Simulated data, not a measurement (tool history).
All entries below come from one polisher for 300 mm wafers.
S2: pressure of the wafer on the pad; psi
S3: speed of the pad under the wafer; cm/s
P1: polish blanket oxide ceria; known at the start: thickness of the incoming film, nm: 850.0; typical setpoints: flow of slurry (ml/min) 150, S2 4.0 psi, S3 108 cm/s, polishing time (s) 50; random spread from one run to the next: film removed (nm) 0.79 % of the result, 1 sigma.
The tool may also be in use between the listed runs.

{"run": 1, "hour": 15.3, "flow of slurry (ml/min)": 150, "S2": 4.0, "S3": 108, "polishing time (s)": 50, "film removed (nm)": 270.12}
{"run": 2, "hour": 29.8, "flow of slurry (ml/min)": 150, "S2": 4.0, "S3": 108, "polishing time (s)": 50, "film removed (nm)": 268.83}
{"run": 3, "hour": 43.1, "flow of slurry (ml/min)": 150, "S2": 1.8, "S3": 108, "polishing time (s)": 50, "film removed (nm)": 123.02}
{"run": 4, "hour": 58.4, "flow of slurry (ml/min)": 90, "S2": 4.0, "S3": 108, "polishing time (s)": 50, "film removed (nm)": 241.48}
{"run": 5, "hour": 70.1, "flow of slurry (ml/min)": 150, "S2": 4.0, "S3": 108, "polishing time (s)": 79, "film removed (nm)": 428.31}
{"run": 6, "hour": 78.5, "flow of slurry (ml/min)": 150, "S2": 4.0, "S3": 108, "polishing time (s)": 50, "film removed (nm)": 268.17}
{"run": 7, "hour": 89.6, "flow of slurry (ml/min)": 210, "S2": 4.0, "S3": 108, "polishing time (s)": 50, "film removed (nm)": 286.25}
{"run": 8, "hour": 96.9, "flow of slurry (ml/min)": 150, "S2": 4.0, "S3": 108, "polishing time (s)": 27, "film removed (nm)": 145.06}
{"run": 9, "hour": 104.9, "flow of slurry (ml/min)": 150, "S2": 6.3, "S3": 108, "polishing time (s)": 50, "film removed (nm)": 428.84}
{"run": 10, "hour": 115.1, "flow of slurry (ml/min)": 150, "S2": 4.0, "S3": 108, "polishing time (s)": 50, "film removed (nm)": 272.08}
{"run": 11, "hour": 125.3, "flow of slurry (ml/min)": 150, "S2": 4.0, "S3": 52, "polishing time (s)": 50, "film removed (nm)": 132.8}

For run 12, what comes out?
{"run": 12, "hour": 137.8, "flow of slurry (ml/min)": 150, "S2": 4.0, "S3": 108, "polishing time (s)": 50, "film removed (nm)": "?"}

Run 12 came out at film removed (nm) 268.96.
